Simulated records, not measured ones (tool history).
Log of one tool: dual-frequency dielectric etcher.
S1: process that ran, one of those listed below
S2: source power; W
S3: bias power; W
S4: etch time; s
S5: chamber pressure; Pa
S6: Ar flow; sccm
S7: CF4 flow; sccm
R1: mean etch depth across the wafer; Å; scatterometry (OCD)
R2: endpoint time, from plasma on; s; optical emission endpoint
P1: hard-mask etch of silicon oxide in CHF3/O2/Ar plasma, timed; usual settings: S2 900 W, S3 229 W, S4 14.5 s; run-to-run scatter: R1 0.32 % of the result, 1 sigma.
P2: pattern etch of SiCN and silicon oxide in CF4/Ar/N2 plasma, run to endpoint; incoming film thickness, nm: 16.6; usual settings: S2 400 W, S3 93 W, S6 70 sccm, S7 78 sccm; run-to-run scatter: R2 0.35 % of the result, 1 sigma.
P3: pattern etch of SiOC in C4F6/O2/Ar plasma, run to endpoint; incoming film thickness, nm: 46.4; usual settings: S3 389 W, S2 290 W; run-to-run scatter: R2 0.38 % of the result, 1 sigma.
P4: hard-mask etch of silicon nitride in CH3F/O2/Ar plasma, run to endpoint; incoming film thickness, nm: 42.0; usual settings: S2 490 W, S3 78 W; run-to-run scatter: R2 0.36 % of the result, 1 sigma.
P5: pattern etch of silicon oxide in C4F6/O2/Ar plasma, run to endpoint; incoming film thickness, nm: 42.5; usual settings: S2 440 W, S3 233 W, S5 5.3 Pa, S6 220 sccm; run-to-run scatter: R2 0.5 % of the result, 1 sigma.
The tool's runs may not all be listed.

run	hour	S1	S2	S3	S4	S5	S6	S7	R1	R2
1	6.9	P1	900	229	14.5				371.37	
2	11.6	P1	900	229	14.5				371.65	
3	19.1	P1	900	289	14.5				402.52	
4	23.7	P1	900	229	8				205.13	
5	28.4	P1	900	166	14.5				331.18	
6	32.5	P1	900	229	14.5				369.72	
7	36	P3	290	530						17.083
# hour 37.2: bias power generator calibrated
8	40.5	P1	900	229	14.5				369.46	
9	45.7	P5	440	306		5.3	220			11.174
10	51.8	P4	400	78						56.996
11	57.9	P4	490	57						58.578
12	64.1	P3	290	389						19.397
13	70.4	P5	440	233		5.3	140			11.625
14	76.9	P2	400	93			43	78		17.379
15	83.7	P3	290	389						19.257
16	88.8	P3	350	389						17.919
17	95.5	P1	900	229	18.5				475.19	
18	99.4	P4	490	78						52.638
19	103.1	P2	400	93			70	104		17.896
20	106.8	P1	760	229	17.5				418.37	
21	110.9	P5	350	233		5.3	220			13.371
22	116.6	P2	400	93			70	78		18.483

Forecast run 23:
23	120.5	P1	630	229	14.5				?	

Run 23 gave R1 320.97 Å.
